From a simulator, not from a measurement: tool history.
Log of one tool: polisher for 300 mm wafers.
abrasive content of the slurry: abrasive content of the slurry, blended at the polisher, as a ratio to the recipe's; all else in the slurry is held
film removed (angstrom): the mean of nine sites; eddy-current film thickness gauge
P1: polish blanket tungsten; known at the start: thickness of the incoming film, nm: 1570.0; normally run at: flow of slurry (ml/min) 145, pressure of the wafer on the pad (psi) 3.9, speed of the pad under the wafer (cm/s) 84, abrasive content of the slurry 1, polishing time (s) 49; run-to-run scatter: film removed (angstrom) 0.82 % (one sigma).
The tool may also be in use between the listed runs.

run,day,flow of slurry (ml/min),pressure of the wafer on the pad (psi),speed of the pad under the wafer (cm/s),abrasive content of the slurry,polishing time (s),wafers polished on this pad,hours since the slurry nozzle was cleaned,hours since the head pressure was calibrated,hours since the slurry blender was calibrated,hours since the slurry got fresh peroxide,film removed (angstrom)
1,0.296,145,3.9,84,1,49,281,225.8,212.3,71.3,108.4,2330.1
2,0.642,145,3.9,40,1,63,363,234.1,220.6,79.6,116.7,1421
3,1.1,85,3.9,84,1,49,473,245.1,231.6,90.6,127.7,2054.5
4,1.571,145,3.9,84,1,33,585,256.4,242.9,101.9,139,1596.3
5,1.846,180,3.9,84,1,49,651,263,249.5,108.5,145.6,2391
6,2.362,145,1.8,84,1,49,775,275.4,261.9,120.9,158,1092.9
7,2.692,145,3.9,84,1,64,853,283.3,269.8,128.8,165.9,3036
8,3.079,145,3.9,84,1.35,49,946,292.6,279.1,138.1,175.2,2518.6
9,3.504,145,3.9,42,1,34,1048,302.8,289.3,148.3,185.4,808.6
10,3.933,145,3.9,84,1,49,1150,313.1,299.6,158.6,195.7,2320.5
11,4.212,145,3.9,84,1,49,1217,319.8,306.3,165.3,202.4,2345.3
12,4.617,145,6,84,1,49,1314,329.5,316,175,212.1,3626.4
13,5.121,145,3.9,84,1,49,1434,341.6,328.1,187.1,224.2,2325.9
14,5.454,145,3.9,84,1,49,1514,349.6,336.1,195.1,232.2,2321.1
15,5.967,145,3.9,46,1,49,1636,361.9,348.4,207.4,244.5,1295.9
16,6.396,145,3.9,84,0.55,49,1739,372.2,358.7,217.7,254.8,2029.4
17,7.004,145,3.9,134,1,49,1884,386.8,373.3,232.3,269.4,3684
18,7.425,145,3.9,84,1,49,1985,396.9,383.4,242.4,279.5,2345.4
19,7.867,145,3.9,84,1,49,2091,407.5,394,253,290.1,2339.2
20,8.246,145,3.9,84,1,49,2181,416.6,403.1,262.1,299.2,2311.3
21,8.696,145,3.9,84,1,49,2289,427.4,413.9,272.9,310,2291
22,9.279,145,3.9,84,1,49,2428,441.4,427.9,286.9,324,2201.3

Forecast run 23:
23,9.592,145,3.9,84,1,49,2503,448.9,435.4,294.4,331.5,?

Run 23 gave film removed (angstrom) 2170.2.
